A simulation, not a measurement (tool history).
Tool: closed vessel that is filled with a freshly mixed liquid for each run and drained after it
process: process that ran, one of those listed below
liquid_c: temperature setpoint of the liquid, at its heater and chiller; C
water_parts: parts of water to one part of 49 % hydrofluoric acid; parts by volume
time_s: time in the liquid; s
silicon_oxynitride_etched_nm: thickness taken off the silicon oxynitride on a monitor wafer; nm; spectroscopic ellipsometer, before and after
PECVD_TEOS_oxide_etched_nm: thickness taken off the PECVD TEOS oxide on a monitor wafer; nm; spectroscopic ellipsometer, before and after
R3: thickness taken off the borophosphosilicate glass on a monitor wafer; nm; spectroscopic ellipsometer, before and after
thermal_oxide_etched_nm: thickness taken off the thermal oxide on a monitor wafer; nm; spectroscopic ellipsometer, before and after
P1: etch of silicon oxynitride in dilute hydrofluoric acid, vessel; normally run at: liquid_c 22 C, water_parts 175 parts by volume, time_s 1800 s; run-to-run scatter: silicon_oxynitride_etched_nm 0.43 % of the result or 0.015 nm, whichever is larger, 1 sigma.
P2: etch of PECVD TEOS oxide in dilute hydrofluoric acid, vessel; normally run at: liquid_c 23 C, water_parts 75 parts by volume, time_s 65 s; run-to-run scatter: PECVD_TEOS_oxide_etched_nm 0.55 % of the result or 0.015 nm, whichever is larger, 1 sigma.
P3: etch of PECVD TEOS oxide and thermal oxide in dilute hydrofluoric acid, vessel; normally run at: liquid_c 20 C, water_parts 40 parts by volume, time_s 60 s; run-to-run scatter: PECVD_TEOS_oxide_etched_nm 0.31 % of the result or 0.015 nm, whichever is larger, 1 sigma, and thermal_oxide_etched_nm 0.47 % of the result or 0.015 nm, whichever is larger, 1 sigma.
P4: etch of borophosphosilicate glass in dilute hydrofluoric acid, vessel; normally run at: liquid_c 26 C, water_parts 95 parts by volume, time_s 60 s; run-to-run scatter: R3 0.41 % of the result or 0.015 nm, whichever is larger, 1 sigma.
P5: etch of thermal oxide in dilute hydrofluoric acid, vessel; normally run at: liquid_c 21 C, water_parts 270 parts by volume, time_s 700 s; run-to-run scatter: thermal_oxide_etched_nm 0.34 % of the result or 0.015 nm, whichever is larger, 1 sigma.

run 1 hour=13.9 | process=P1 liquid_c=22 water_parts=175 time_s=1800 | silicon_oxynitride_etched_nm=13.229
run 2 hour=30.1 | process=P2 liquid_c=23 water_parts=135 time_s=65 | PECVD_TEOS_oxide_etched_nm=5.1845
run 3 hour=41.4 | process=P1 liquid_c=22 water_parts=175 time_s=3095 | silicon_oxynitride_etched_nm=22.686
run 4 hour=48.8 | process=P2 liquid_c=23 water_parts=75 time_s=95 | PECVD_TEOS_oxide_etched_nm=14.746
run 5 hour=63.6 | process=P1 liquid_c=22 water_parts=175 time_s=1800 | silicon_oxynitride_etched_nm=13.281
run 6 hour=72.9 | process=P4 liquid_c=26 water_parts=95 time_s=60 | R3=17.515
run 7 hour=84.2 | process=P1 liquid_c=27.5 water_parts=175 time_s=1800 | silicon_oxynitride_etched_nm=16.985
run 8 hour=92.8 | process=P3 liquid_c=20 water_parts=40 time_s=60 | PECVD_TEOS_oxide_etched_nm=14.896 thermal_oxide_etched_nm=6.3351
run 9 hour=107.1 | process=P5 liquid_c=21 water_parts=270 time_s=220 | thermal_oxide_etched_nm=2.7662
run 10 hour=115.9 | process=P5 liquid_c=29.5 water_parts=270 time_s=700 | thermal_oxide_etched_nm=11.816
run 11 hour=126.7 | process=P1 liquid_c=22 water_parts=255 time_s=1800 | silicon_oxynitride_etched_nm=8.6521
run 12 hour=138.1 | process=P1 liquid_c=22 water_parts=175 time_s=430 | silicon_oxynitride_etched_nm=3.1883
run 13 hour=149.4 | process=P1 liquid_c=22 water_parts=175 time_s=1800 | silicon_oxynitride_etched_nm=13.209
run 14 hour=165.5 | process=P5 liquid_c=21 water_parts=270 time_s=700 | thermal_oxide_etched_nm=8.7693
run 15 hour=178.2 | process=P1 liquid_c=26 water_parts=175 time_s=975 | silicon_oxynitride_etched_nm=8.5759
run 16 hour=190 | process=P5 liquid_c=21 water_parts=425 time_s=700 | thermal_oxide_etched_nm=4.8392
run 17 hour=198.6 | process=P2 liquid_c=23 water_parts=75 time_s=65 | PECVD_TEOS_oxide_etched_nm=10.032
run 18 hour=210.6 | process=P1 liquid_c=22 water_parts=235 time_s=1065 | silicon_oxynitride_etched_nm=5.5529
run 19 hour=219 | process=P2 liquid_c=28 water_parts=75 time_s=65 | PECVD_TEOS_oxide_etched_nm=12.202
run 20 hour=228.1 | process=P1 liquid_c=22 water_parts=175 time_s=1800 | silicon_oxynitride_etched_nm=13.215
run 21 hour=244.2 | process=P3 liquid_c=20 water_parts=40 time_s=60 | PECVD_TEOS_oxide_etched_nm=14.982 thermal_oxide_etched_nm=6.3346
run 22 hour=259.2 | process=P4 liquid_c=26 water_parts=155 time_s=60 | R3=10.071
run 23 hour=272 | process=P4 liquid_c=20.5 water_parts=95 time_s=60 | R3=14.247
run 24 hour=284.4 | process=P1 liquid_c=22 water_parts=50 time_s=1800 | silicon_oxynitride_etched_nm=50.78
run 25 hour=297.8 | process=P1 liquid_c=25.5 water_parts=305 time_s=1800 | silicon_oxynitride_etched_nm=8.0744
run 26 hour=308.4 | process=P4 liquid_c=26 water_parts=95 time_s=30 | R3=8.8749
-- hour=311.9 hydrofluoric acid flow meter replaced
run 27 hour=316.4 | process=P3 liquid_c=20 water_parts=40 time_s=30 | PECVD_TEOS_oxide_etched_nm=7.4872 thermal_oxide_etched_nm=3.1877
run 28 hour=329.6 | process=P3 liquid_c=20 water_parts=20 time_s=60 | PECVD_TEOS_oxide_etched_nm=30.683 thermal_oxide_etched_nm=13.052
run 29 hour=344.4 | process=P3 liquid_c=28.5 water_parts=40 time_s=60 | PECVD_TEOS_oxide_etched_nm=21.38 thermal_oxide_etched_nm=9.0839
run 30 hour=355.1 | process=P1 liquid_c=17 water_parts=175 time_s=1800 | silicon_oxynitride_etched_nm=10.468
run 31 hour=370.8 | process=P1 liquid_c=22 water_parts=175 time_s=1800 | silicon_oxynitride_etched_nm=13.248
run 32 hour=380.6 | process=P1 liquid_c=22 water_parts=175 time_s=1800 | silicon_oxynitride_etched_nm=12.813
run 33 hour=394.5 | process=P1 liquid_c=22 water_parts=175 time_s=1800 | silicon_oxynitride_etched_nm=12.647
run 34 hour=404.5 | process=P1 liquid_c=22 water_parts=175 time_s=1800 | silicon_oxynitride_etched_nm=12.546
run 35 hour=415.1 | process=P1 liquid_c=22 water_parts=175 time_s=1800 | silicon_oxynitride_etched_nm=12.41
run 36 hour=422.2 | process=P1 liquid_c=22 water_parts=175 time_s=1800 | silicon_oxynitride_etched_nm=12.383
run 37 hour=429.4 | process=P1 liquid_c=22 water_parts=175 time_s=1800 | silicon_oxynitride_etched_nm=12.258
run 38 hour=439.2 | process=P1 liquid_c=22 water_parts=175 time_s=1800 | silicon_oxynitride_etched_nm=12.3
run 39 hour=450.2 | process=P1 liquid_c=22 water_parts=175 time_s=1800 | silicon_oxynitride_etched_nm=12.355
run 40 hour=457.6 | process=P1 liquid_c=22 water_parts=175 time_s=1800 | silicon_oxynitride_etched_nm=12.315
run 41 hour=470.8 | process=P1 liquid_c=22 water_parts=175 time_s=1800 | silicon_oxynitride_etched_nm=12.241

What P1 gives has crept away from where it was. These 2 causes fit the log equally well, each at the size given:
A: liquid colder than its thermometer reads (K) = 1.6
B: hydrofluoric acid flow below the setpoint (%) = 6.36
The creep began at about hour 370.8.

4 check runs are offered, one wafer each, their results left as question marks. Which one tells the causes apart?
run check 1 hour=484 | process=P5 liquid_c=29 water_parts=380 time_s=700 | thermal_oxide_etched_nm=?
run check 2 hour=484 | process=P4 liquid_c=23 water_parts=95 time_s=30 | R3=?
run check 3 hour=484 | process=P3 liquid_c=23 water_parts=20 time_s=60 | PECVD_TEOS_oxide_etched_nm=? thermal_oxide_etched_nm=?
run check 4 hour=484 | process=P2 liquid_c=26.5 water_parts=75 time_s=65 | PECVD_TEOS_oxide_etched_nm=?

What each check would give under each cause:
check=check_1 result=thermal_oxide_etched_nm if_A=6.9825 if_B=6.7017
check=check_2 result=R3 if_A=7.3174 if_B=7.2534
check=check_3 result=PECVD_TEOS_oxide_etched_nm if_A=32.518 if_B=32.546
check=check_3 result=thermal_oxide_etched_nm if_A=13.851 if_B=13.862
check=check_4 result=PECVD_TEOS_oxide_etched_nm if_A=10.787 if_B=10.692
How far apart the two closest causes lie, in the result that separates them most: check 1 4.1 %; check 2 0.88 %; check 3 0.08 %; check 4 0.89 %
Only check 1 tells the causes apart: in the others they would give nearly the same result.

Check 1 was then run and gave: thermal_oxide_etched_nm 6.7247 nm. Which cause is it?

It is B: hydrofluoric acid flow below the setpoint (%).
